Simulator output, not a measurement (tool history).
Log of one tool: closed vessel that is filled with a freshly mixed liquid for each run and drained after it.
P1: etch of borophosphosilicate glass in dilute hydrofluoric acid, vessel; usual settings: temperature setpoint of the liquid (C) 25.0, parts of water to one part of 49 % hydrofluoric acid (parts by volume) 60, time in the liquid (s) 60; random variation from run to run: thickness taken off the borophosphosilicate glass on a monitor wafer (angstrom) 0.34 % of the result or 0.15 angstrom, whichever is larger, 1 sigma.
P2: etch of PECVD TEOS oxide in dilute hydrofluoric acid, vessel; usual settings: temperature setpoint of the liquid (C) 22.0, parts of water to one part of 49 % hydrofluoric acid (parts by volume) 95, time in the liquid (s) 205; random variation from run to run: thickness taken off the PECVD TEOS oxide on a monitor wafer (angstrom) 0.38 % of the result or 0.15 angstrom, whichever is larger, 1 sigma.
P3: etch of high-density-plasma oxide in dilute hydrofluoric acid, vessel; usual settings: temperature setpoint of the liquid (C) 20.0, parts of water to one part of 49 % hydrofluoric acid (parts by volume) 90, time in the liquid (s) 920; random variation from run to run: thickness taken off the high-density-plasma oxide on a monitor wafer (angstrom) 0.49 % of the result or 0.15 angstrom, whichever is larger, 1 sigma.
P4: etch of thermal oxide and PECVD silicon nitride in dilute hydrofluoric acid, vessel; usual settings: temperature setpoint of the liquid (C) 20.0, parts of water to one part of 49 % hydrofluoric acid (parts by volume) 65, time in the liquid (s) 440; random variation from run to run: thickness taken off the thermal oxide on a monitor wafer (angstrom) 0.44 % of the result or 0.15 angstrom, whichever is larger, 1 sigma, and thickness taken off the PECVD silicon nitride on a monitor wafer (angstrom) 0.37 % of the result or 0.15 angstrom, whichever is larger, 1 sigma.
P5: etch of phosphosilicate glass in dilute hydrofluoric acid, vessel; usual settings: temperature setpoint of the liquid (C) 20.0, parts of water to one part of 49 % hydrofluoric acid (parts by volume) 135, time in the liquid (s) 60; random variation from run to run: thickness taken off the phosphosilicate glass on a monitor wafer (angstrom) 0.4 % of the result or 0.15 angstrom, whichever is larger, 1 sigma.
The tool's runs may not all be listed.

run	hour	process that ran	temperature setpoint of the liquid (C)	parts of water to one part of 49 % hydrofluoric acid (parts by volume)	time in the liquid (s)	thickness taken off the borophosphosilicate glass on a monitor wafer (angstrom)	thickness taken off the PECVD TEOS oxide on a monitor wafer (angstrom)	thickness taken off the phosphosilicate glass on a monitor wafer (angstrom)	thickness taken off the thermal oxide on a monitor wafer (angstrom)	thickness taken off the PECVD silicon nitride on a monitor wafer (angstrom)	thickness taken off the high-density-plasma oxide on a monitor wafer (angstrom)
1	8.7	P1	25.0	60	60	695.65					
2	17.1	P2	22.0	95	30		29.036				
3	29.1	P5	20.0	135	60			293.18			
4	41.6	P4	28.0	65	440				391.45	485.49	
5	49.3	P1	18.5	60	60	533.50					
6	62.6	P1	25.0	60	60	697.07					
7	70.7	P1	25.0	25	60	1740.90					
8	85.5	P1	32.5	60	60	935.30					
9	93.6	P1	28.5	60	95	1267.80					
10	109.6	P1	25.0	60	30	347.32					
11	124.7	P3	20.0	20	920						2409.30
12	136.7	P1	25.0	60	120	1384.80					
13	145.1	P2	28.0	95	205		252.860				
# hour 154.6: hydrofluoric acid flow meter replaced
14	158.3	P1	25.0	60	60	694.61					
15	169.8	P2	22.0	170	205		101.790				
16	186.6	P4	20.0	65	825				528.84	531.36	
17	194.4	P3	24.0	90	920						580.72
18	211.7	P3	20.0	90	515						275.33
19	224.0	P5	17.0	135	60			257.06			
20	240.2	P5	20.0	135	60			289.98			
21	249.4	P5	20.0	135	30			145.97			
22	259.6	P1	25.0	95	60	419.56					
23	274.5	P3	20.0	90	920						490.35
24	289.7	P1	25.0	60	60	697.21					
25	306.4	P5	20.0	55	60			779.41			
26	322.9	P2	22.0	95	205		199.370				
27	338.4	P2	22.0	95	205		198.570				
28	348.9	P4	20.0	65	440				282.46	283.12	
29	358.7	P4	20.0	95	440				187.36	195.50	
30	375.2	P1	25.0	60	60	698.07					
31	384.9	P1	25.0	60	60	711.62					
32	402.4	P1	25.0	60	60	724.36					
33	418.1	P1	25.0	60	60	730.38					
34	431.3	P1	25.0	60	60	737.10					
35	447.5	P1	25.0	60	60	739.72					
36	460.2	P1	25.0	60	60	732.89					

What P1 gives has crept away from where it was. These 2 causes fit the log equally well, each at the size given:
A: liquid hotter than its thermometer reads (K) = 1.39
B: hydrofluoric acid flow above the setpoint (%) = 5.29
The creep began at about hour 375.2.

4 check runs are offered, one wafer each, their results left as question marks. Which one tells the causes apart?
check 1	472.9	P3	20.0	90	920						?
check 2	472.9	P4	20.0	65	440				?	?	
check 3	472.9	P5	20.0	135	60			?			
check 4	472.9	P2	22.0	95	205		?				

What each check would give under each cause:
check	result	if A	if B
check 1	thickness taken off the high-density-plasma oxide on a monitor wafer (angstrom)	519.18	518.95
check 2	thickness taken off the thermal oxide on a monitor wafer (angstrom)	299.42	298.64
check 2	thickness taken off the PECVD silicon nitride on a monitor wafer (angstrom)	311.97	298.20
check 3	thickness taken off the phosphosilicate glass on a monitor wafer (angstrom)	307.69	308.71
check 4	thickness taken off the PECVD TEOS oxide on a monitor wafer (angstrom)	210.610	210.870
How far apart the two closest causes lie, in the result that separates them most: check 1 0.04 %; check 2 4.51 %; check 3 0.33 %; check 4 0.12 %
Check 2 tells the causes apart: in the others they would give nearly the same result.

Then check 2 was run and gave: thickness taken off the thermal oxide on a monitor wafer (angstrom) 299.51; thickness taken off the PECVD silicon nitride on a monitor wafer (angstrom) 313.61. Which cause is it?

It is A: liquid hotter than its thermometer reads (K).

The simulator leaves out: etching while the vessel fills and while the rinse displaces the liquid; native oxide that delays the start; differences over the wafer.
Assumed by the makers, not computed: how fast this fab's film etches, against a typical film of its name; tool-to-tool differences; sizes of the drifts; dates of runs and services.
